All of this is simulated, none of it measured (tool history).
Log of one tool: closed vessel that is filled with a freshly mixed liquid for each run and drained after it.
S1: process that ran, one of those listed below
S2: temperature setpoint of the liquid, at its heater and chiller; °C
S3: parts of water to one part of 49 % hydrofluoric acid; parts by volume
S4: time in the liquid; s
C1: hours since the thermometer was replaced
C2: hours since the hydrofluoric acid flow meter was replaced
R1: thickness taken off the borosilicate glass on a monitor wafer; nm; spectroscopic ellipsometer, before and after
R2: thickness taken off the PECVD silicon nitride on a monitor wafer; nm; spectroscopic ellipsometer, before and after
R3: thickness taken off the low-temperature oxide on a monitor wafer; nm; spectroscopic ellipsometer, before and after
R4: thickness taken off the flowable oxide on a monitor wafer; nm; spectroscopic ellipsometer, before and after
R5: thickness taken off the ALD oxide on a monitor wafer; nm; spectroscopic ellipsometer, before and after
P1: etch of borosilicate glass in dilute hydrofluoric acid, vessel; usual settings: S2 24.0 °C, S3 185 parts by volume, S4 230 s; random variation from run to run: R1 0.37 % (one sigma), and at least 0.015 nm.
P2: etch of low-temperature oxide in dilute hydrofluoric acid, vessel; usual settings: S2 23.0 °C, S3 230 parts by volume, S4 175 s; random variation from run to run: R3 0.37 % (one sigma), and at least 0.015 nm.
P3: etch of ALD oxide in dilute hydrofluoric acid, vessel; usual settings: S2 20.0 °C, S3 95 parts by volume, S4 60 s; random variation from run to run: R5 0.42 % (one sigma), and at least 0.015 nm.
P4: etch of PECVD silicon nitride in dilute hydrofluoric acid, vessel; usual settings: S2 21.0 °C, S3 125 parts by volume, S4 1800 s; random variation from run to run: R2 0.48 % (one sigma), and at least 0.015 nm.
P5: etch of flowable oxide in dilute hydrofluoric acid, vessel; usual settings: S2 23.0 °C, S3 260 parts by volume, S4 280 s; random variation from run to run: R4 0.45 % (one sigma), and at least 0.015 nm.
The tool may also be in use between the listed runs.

| run | hour | S1 | S2 | S3 | S4 | C1 | C2 | R1 | R2 | R3 | R4 | R5 |
|---|---|---|---|---|---|---|---|---|---|---|---|---|
| 1 | 4.2 | P1 | 24.0 | 185 | 230 | 135.2 | 348.4 | 25.137 |  |  |  |  |
| 2 | 8.2 | P1 | 24.0 | 185 | 420 | 139.2 | 352.4 | 45.835 |  |  |  |  |
| 3 | 13.1 | P4 | 21.0 | 125 | 1800 | 144.1 | 357.3 |  | 19.8850 |  |  |  |
| 4 | 19.2 | P1 | 24.0 | 185 | 230 | 150.2 | 363.4 | 24.940 |  |  |  |  |
| 5 | 24.0 | P1 | 24.0 | 185 | 230 | 155.0 | 368.2 | 25.212 |  |  |  |  |
| 6 | 27.9 | P4 | 26.5 | 125 | 1800 | 158.9 | 372.1 |  | 28.3730 |  |  |  |
| 7 | 31.1 | P2 | 23.0 | 230 | 175 | 162.1 | 375.3 |  |  | 6.4777 |  |  |
| 8 | 34.8 | P2 | 23.0 | 230 | 350 | 165.8 | 379.0 |  |  | 12.9800 |  |  |
| 9 | 40.4 | P1 | 29.5 | 185 | 230 | 171.4 | 384.6 | 30.598 |  |  |  |  |
| 10 | 46.1 | P1 | 24.0 | 315 | 230 | 177.1 | 390.3 | 12.856 |  |  |  |  |
| 11 | 51.8 | P4 | 21.0 | 30 | 1800 | 182.8 | 396.0 |  | 80.1990 |  |  |  |
| 12 | 55.7 | P2 | 19.0 | 230 | 175 | 186.7 | 399.9 |  |  | 5.6149 |  |  |
| 13 | 59.4 | P1 | 17.0 | 275 | 230 | 190.4 | 403.6 | 11.889 |  |  |  |  |
| 14 | 64.8 | P5 | 23.0 | 260 | 105 | 195.8 | 409.0 |  |  |  | 15.666 |  |
| 15 | 68.2 | P2 | 23.0 | 230 | 175 | 199.2 | 412.4 |  |  | 6.4724 |  |  |
| 16 | 73.3 | P1 | 24.0 | 185 | 230 | 204.3 | 417.5 | 25.006 |  |  |  |  |
| 17 | 76.6 | P5 | 30.5 | 260 | 280 | 207.6 | 420.8 |  |  |  | 53.300 |  |
| 18 | 80.0 | P3 | 20.0 | 160 | 60 | 211.0 | 424.2 |  |  |  |  | 9.5301 |
| 19 | 86.0 | P5 | 23.0 | 260 | 280 | 217.0 | 430.2 |  |  |  | 41.368 |  |
| 20 | 90.9 | P3 | 20.0 | 95 | 60 | 221.9 | 435.1 |  |  |  |  | 17.1030 |
| 21 | 96.2 | P1 | 24.0 | 185 | 95 | 227.2 | 440.4 | 10.374 |  |  |  |  |
| 22 | 99.8 | P5 | 23.0 | 360 | 280 | 230.8 | 444.0 |  |  |  | 27.262 |  |
| 23 | 102.8 | P3 | 20.0 | 95 | 30 | 233.8 | 447.0 |  |  |  |  | 8.5645 |
| 24 | 107.6 | P1 | 24.0 | 185 | 230 | 238.6 | 451.8 | 24.994 |  |  |  |  |
| 25 | 113.5 | P1 | 24.0 | 60 | 230 | 244.5 | 457.7 | 89.437 |  |  |  |  |
| 26 | 118.9 | P5 | 23.0 | 260 | 280 | 249.9 | 463.1 |  |  |  | 41.556 |  |
| 27 | 121.7 | P4 | 21.0 | 125 | 270 | 252.7 | 465.9 |  | 3.0021 |  |  |  |
| 28 | 124.7 | P2 | 23.0 | 400 | 175 | 255.7 | 468.9 |  |  | 3.1902 |  |  |
| 29 | 129.6 | P3 | 17.0 | 95 | 60 | 260.6 | 473.8 |  |  |  |  | 15.1950 |
| 30 | 133.8 | P1 | 17.0 | 185 | 230 | 264.8 | 478.0 | 19.100 |  |  |  |  |
| 31 | 138.7 | P1 | 24.0 | 185 | 230 | 269.7 | 482.9 | 25.113 |  |  |  |  |
| 32 | 143.9 | P1 | 24.0 | 185 | 230 | 274.9 | 488.1 | 25.548 |  |  |  |  |
| 33 | 148.5 | P1 | 24.0 | 185 | 230 | 279.5 | 492.7 | 25.885 |  |  |  |  |
| 34 | 153.9 | P1 | 24.0 | 185 | 230 | 284.9 | 498.1 | 26.114 |  |  |  |  |
| 35 | 159.4 | P1 | 24.0 | 185 | 230 | 290.4 | 503.6 | 26.327 |  |  |  |  |
| 36 | 164.4 | P1 | 24.0 | 185 | 230 | 295.4 | 508.6 | 26.519 |  |  |  |  |
| 37 | 167.8 | P1 | 24.0 | 185 | 230 | 298.8 | 512.0 | 26.378 |  |  |  |  |
| 38 | 172.3 | P1 | 24.0 | 185 | 230 | 303.3 | 516.5 | 26.496 |  |  |  |  |
| 39 | 176.3 | P1 | 24.0 | 185 | 230 | 307.3 | 520.5 | 26.573 |  |  |  |  |
| 40 | 180.5 | P1 | 24.0 | 185 | 230 | 311.5 | 524.7 | 26.695 |  |  |  |  |
| 41 | 186.5 | P1 | 24.0 | 185 | 230 | 317.5 | 530.7 | 26.559 |  |  |  |  |
| 42 | 191.7 | P1 | 24.0 | 185 | 230 | 322.7 | 535.9 | 26.652 |  |  |  |  |

What P1 gives has crept away from where it was. These 2 causes fit the log equally well, each at the size given:
A: hydrofluoric acid flow above the setpoint (%) = 5.15
B: liquid hotter than its thermometer reads (K) = 1.63
The creep began at about hour 138.7.

4 check runs are offered, one wafer each, their results left as question marks. Which one tells the causes apart?
| check 1 | 196.9 | P3 | 20.0 | 145 | 30 |  |  |  |  |  |  | ? |
| check 2 | 196.9 | P2 | 23.0 | 370 | 175 |  |  |  |  | ? |  |  |
| check 3 | 196.9 | P4 | 25.5 | 125 | 855 |  |  |  | ? |  |  |  |
| check 4 | 196.9 | P5 | 29.0 | 260 | 280 |  |  |  |  |  | ? |  |

What each check would give under each cause:
| check | result | if A | if B |
|---|---|---|---|
| check 1 | R5 | 5.6248 | 5.6636 |
| check 2 | R3 | 3.7895 | 3.7440 |
| check 3 | R2 | 13.3270 | 14.0700 |
| check 4 | R4 | 54.707 | 54.134 |
How far apart the two closest causes lie, in the result that separates them most: check 1 0.69 %; check 2 1.21 %; check 3 5.43 %; check 4 1.05 %
Only check 3 tells the causes apart: in the others they would give nearly the same result.

Check 3 was then run and gave: R2 13.3850 nm. Which cause is it?

It is A: hydrofluoric acid flow above the setpoint (%).

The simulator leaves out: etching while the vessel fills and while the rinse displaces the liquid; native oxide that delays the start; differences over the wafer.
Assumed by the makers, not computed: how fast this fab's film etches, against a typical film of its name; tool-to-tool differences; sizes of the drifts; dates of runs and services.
